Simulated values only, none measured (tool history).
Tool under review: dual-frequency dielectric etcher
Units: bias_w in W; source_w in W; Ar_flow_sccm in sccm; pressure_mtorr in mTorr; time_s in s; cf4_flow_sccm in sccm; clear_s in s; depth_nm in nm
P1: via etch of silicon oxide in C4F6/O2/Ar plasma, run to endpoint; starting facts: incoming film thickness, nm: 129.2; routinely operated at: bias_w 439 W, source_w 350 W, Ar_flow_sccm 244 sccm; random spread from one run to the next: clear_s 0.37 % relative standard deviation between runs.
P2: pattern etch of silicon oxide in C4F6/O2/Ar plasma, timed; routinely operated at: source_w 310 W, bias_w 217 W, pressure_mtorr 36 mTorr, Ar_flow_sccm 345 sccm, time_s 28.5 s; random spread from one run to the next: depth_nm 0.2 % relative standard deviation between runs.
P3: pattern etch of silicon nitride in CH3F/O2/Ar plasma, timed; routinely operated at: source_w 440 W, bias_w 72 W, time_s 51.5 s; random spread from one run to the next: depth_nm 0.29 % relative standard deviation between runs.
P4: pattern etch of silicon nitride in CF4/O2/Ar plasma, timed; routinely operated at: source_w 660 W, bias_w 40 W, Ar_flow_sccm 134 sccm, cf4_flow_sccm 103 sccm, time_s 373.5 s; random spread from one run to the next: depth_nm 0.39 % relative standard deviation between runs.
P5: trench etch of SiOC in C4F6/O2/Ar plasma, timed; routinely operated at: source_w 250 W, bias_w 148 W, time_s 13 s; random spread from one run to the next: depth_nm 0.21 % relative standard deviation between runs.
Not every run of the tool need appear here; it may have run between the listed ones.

run	day	process	bias_w	source_w	Ar_flow_sccm	pressure_mtorr	time_s	cf4_flow_sccm	clear_s	depth_nm
1	0.579	P1	439	350	244				30.479	
2	1.333	P2	217	370	345	36	28.5			90.781
3	1.675	P1	439	410	315				29.563	
4	2.329	P1	439	350	341				31.616	
5	2.938	P4	40	660	93		373.5	103		832.94
6	3.321	P1	439	350	244				30.588	
7	3.996	P1	439	240	244				34.689	
8	4.475	P5	148	250			19.5			31.251
9	5.138	P1	439	350	147				28.582	
10	5.546	P2	217	310	345	47	28.5			81.978
11	6.254	P1	439	470	184				26.55	
12	6.638	P4	40	870	134		373.5	103		1011.7
13	7.346	P4	40	660	134		373.5	125		815.87
14	7.696	P3	72	440			76.5			55.91
15	8.371	P4	40	660	134		205.5	103		438
16	9.125	P4	40	660	134		373.5	103		792.42
17	9.5	P1	439	350	244				30.404	
18	10.146	P4	31	660	134		373.5	103		726.31
19	10.846	P1	439	350	244				30.354	
20	11.442	P3	72	520			51.5			40.008
21	12.15	P2	217	310	345	36	28.5			84.507
22	12.742	P2	171	310	345	36	28.5			78.183
# day 12.833: wet clean of the chamber
23	13.167	P2	217	310	254	36	28.5			87.71
24	13.717	P5	148	250			13			20.801

Run 25 is up next; what results do you expect?
25	14.404	P1	526	350	244				?	

clear_s: 28.597 s
